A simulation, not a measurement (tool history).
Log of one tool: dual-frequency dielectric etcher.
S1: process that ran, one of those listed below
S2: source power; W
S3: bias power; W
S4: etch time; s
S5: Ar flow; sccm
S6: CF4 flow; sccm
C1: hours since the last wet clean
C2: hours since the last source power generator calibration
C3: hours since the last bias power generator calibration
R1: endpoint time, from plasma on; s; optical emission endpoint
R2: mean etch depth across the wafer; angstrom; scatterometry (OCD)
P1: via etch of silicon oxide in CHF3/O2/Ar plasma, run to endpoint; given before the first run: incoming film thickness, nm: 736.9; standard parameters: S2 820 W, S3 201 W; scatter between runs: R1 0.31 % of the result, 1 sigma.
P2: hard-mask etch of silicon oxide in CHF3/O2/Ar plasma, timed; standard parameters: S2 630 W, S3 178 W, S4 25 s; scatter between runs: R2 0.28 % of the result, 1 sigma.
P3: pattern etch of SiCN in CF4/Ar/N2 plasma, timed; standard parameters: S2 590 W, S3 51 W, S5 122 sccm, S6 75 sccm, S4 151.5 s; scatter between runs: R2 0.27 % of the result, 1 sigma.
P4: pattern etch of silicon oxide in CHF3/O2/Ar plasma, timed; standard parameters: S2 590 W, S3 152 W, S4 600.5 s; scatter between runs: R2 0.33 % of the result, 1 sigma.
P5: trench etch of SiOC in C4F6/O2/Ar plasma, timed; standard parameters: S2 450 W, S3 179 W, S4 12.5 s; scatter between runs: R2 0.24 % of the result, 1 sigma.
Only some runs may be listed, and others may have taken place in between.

run 1 day=0.504 | S1=P1 S2=820 S3=201 | C1=243.4 C2=1672.6 C3=1103.3 | R1=331.46
run 2 day=0.946 | S1=P1 S2=820 S3=201 | C1=254 C2=1683.2 C3=1113.9 | R1=331.31
run 3 day=1.596 | S1=P5 S2=450 S3=179 S4=7 | C1=269.6 C2=1698.8 C3=1129.5 | R2=157.63
run 4 day=2.238 | S1=P5 S2=450 S3=250 S4=12.5 | C1=285 C2=1714.2 C3=1144.9 | R2=313.88
run 5 day=2.767 | S1=P1 S2=820 S3=201 | C1=297.7 C2=1726.9 C3=1157.6 | R1=329.14
run 6 day=3.258 | S1=P3 S2=590 S3=51 S4=151.5 S5=122 S6=75 | C1=309.5 C2=1738.7 C3=1169.4 | R2=1418.6
run 7 day=3.658 | S1=P2 S2=630 S3=178 S4=34 | C1=319.1 C2=1748.3 C3=1179 | R2=680.05
run 8 day=4.008 | S1=P3 S2=780 S3=51 S4=151.5 S5=122 S6=75 | C1=327.5 C2=1756.7 C3=1187.4 | R2=1823.2
run 9 day=4.571 | S1=P5 S2=550 S3=179 S4=12.5 | C1=341 C2=1770.2 C3=1200.9 | R2=304.93
run 10 day=4.9 | S1=P5 S2=450 S3=179 S4=12.5 | C1=348.9 C2=1778.1 C3=1208.8 | R2=280.35
run 11 day=5.275 | S1=P1 S2=690 S3=161 | C1=357.9 C2=1787.1 C3=1217.8 | R1=378.96
run 12 day=5.925 | S1=P1 S2=820 S3=201 | C1=373.5 C2=1802.7 C3=1233.4 | R1=330.08
run 13 day=6.483 | S1=P4 S2=840 S3=152 S4=600.5 | C1=386.9 C2=1816.1 C3=1246.8 | R2=12898
run 14 day=6.783 | S1=P3 S2=590 S3=51 S4=83.5 S5=122 S6=75 | C1=394.1 C2=1823.3 C3=1254 | R2=784.82
run 15 day=7.104 | S1=P3 S2=590 S3=51 S4=151.5 S5=122 S6=92 | C1=401.8 C2=1831 C3=1261.7 | R2=1467.5
run 16 day=7.733 | S1=P2 S2=630 S3=213 S4=25 | C1=416.9 C2=1846.1 C3=1276.8 | R2=532.43
run 17 day=8.354 | S1=P4 S2=590 S3=112 S4=600.5 | C1=431.8 C2=1861 C3=1291.7 | R2=10195
run 18 day=8.688 | S1=P2 S2=880 S3=178 S4=25 | C1=439.8 C2=1869 C3=1299.7 | R2=568.93
run 19 day=9.017 | S1=P1 S2=820 S3=132 | C1=447.7 C2=1876.9 C3=1307.6 | R1=377.19
run 20 day=9.621 | S1=P3 S2=590 S3=51 S4=151.5 S5=95 S6=75 | C1=462.2 C2=1891.4 C3=1322.1 | R2=1482.5
run 21 day=10.204 | S1=P4 S2=590 S3=152 S4=889.5 | C1=476.2 C2=1905.4 C3=1336.1 | R2=16616
run 22 day=10.775 | S1=P1 S2=820 S3=255 | C1=489.9 C2=1919.1 C3=1349.8 | R1=303.47
run 23 day=11.162 | S1=P1 S2=670 S3=201 | C1=499.2 C2=1928.4 C3=1359.1 | R1=356.44
run 24 day=11.475 | S1=P1 S2=820 S3=201 | C1=506.7 C2=1935.9 C3=1366.6 | R1=329.2
run 25 day=11.833 | S1=P1 S2=820 S3=201 | C1=515.3 C2=1944.5 C3=1375.2 | R1=330.33
run 26 day=12.471 | S1=P3 S2=590 S3=51 S4=151.5 S5=122 S6=75 | C1=530.6 C2=1959.8 C3=1390.5 | R2=1420
run 27 day=13.054 | S1=P1 S2=1030 S3=201 | C1=544.6 C2=1973.8 C3=1404.5 | R1=302.39
run 28 day=13.4 | S1=P1 S2=820 S3=201 | C1=552.9 C2=1982.1 C3=1412.8 | R1=330.03
-- day=13.558 source power generator calibrated
run 29 day=13.833 | S1=P5 S2=450 S3=179 S4=12.5 | C1=563.3 C2=6.7 C3=1423.2 | R2=282.96
run 30 day=14.421 | S1=P3 S2=590 S3=62 S4=151.5 S5=122 S6=75 | C1=577.4 C2=20.8 C3=1437.3 | R2=1507.3
run 31 day=15.033 | S1=P2 S2=630 S3=178 S4=25 | C1=592.1 C2=35.5 C3=1452 | R2=499.86
run 32 day=15.362 | S1=P4 S2=590 S3=152 S4=600.5 | C1=600 C2=43.4 C3=1459.9 | R2=11231
run 33 day=15.683 | S1=P1 S2=820 S3=201 | C1=607.7 C2=51.1 C3=1467.6 | R1=329.8
run 34 day=16.246 | S1=P1 S2=820 S3=201 | C1=621.2 C2=64.6 C3=1481.1 | R1=328.71
run 35 day=16.812 | S1=P1 S2=820 S3=201 | C1=634.8 C2=78.2 C3=1494.7 | R1=327.64
run 36 day=17.379 | S1=P1 S2=820 S3=201 | C1=648.4 C2=91.8 C3=1508.3 | R1=325.63
run 37 day=17.692 | S1=P1 S2=820 S3=201 | C1=655.9 C2=99.3 C3=1515.8 | R1=325.12
-- day=17.946 wet clean of the chamber
run 38 day=18.221 | S1=P1 S2=820 S3=201 | C1=6.6 C2=112 C3=1528.5 | R1=325.96
run 39 day=18.575 | S1=P1 S2=820 S3=201 | C1=15.1 C2=120.5 C3=1537 | R1=325.9
run 40 day=19.062 | S1=P1 S2=820 S3=201 | C1=26.8 C2=132.2 C3=1548.7 | R1=324.93
run 41 day=19.438 | S1=P1 S2=820 S3=201 | C1=35.8 C2=141.2 C3=1557.7 | R1=325.51
run 42 day=19.875 | S1=P1 S2=820 S3=201 | C1=46.3 C2=151.7 C3=1568.2 | R1=326.15
run 43 day=20.242 | S1=P1 S2=820 S3=201 | C1=55.1 C2=160.5 C3=1577 | R1=324.37

Something has made what P1 gives creep away from where it was; the 2 causes below, each at its own stated size, fit the log equally well:
A: bias power that arrives over what is set, % = 4.63
B: source power that arrives over what is set, % = 4.08
Creep in the process output first set in at about day 15.683.
Excluded causes, each with its reason:
chamber walls in a state that raises the etch rate, %: serviced at day 17.946, after the drift had started, without restoring the earlier output

Listed below are the offered check runs, one wafer per run, with question marks in place of results. For which of them would the causes give clearly different outcomes?
run check 1 day=20.608 | S1=P5 S2=450 S3=246 S4=8 | R2=?
run check 2 day=20.608 | S1=P2 S2=860 S3=178 S4=25 | R2=?
run check 3 day=20.608 | S1=P3 S2=590 S3=51 S4=101 S5=122 S6=75 | R2=?
run check 4 day=20.608 | S1=P4 S2=790 S3=152 S4=600.5 | R2=?

What each check would give under each cause:
check=check_1 result=R2 if_A=202.79 if_B=202.81
check=check_2 result=R2 if_A=570.94 if_B=571.26
check=check_3 result=R2 if_A=960.21 if_B=980.48
check=check_4 result=R2 if_A=12744 if_B=12758
How far apart the two closest causes lie, in the result that separates them most: check 1 0.01 %; check 2 0.06 %; check 3 2.09 %; check 4 0.11 %
Only in check 3 would the causes give clearly different results; in the remaining checks their results would be nearly the same.

Here is what check 3 returned: R2 979.56 angstrom. Which cause is it?

The correct cause is B, namely: source power that arrives over what is set, %.

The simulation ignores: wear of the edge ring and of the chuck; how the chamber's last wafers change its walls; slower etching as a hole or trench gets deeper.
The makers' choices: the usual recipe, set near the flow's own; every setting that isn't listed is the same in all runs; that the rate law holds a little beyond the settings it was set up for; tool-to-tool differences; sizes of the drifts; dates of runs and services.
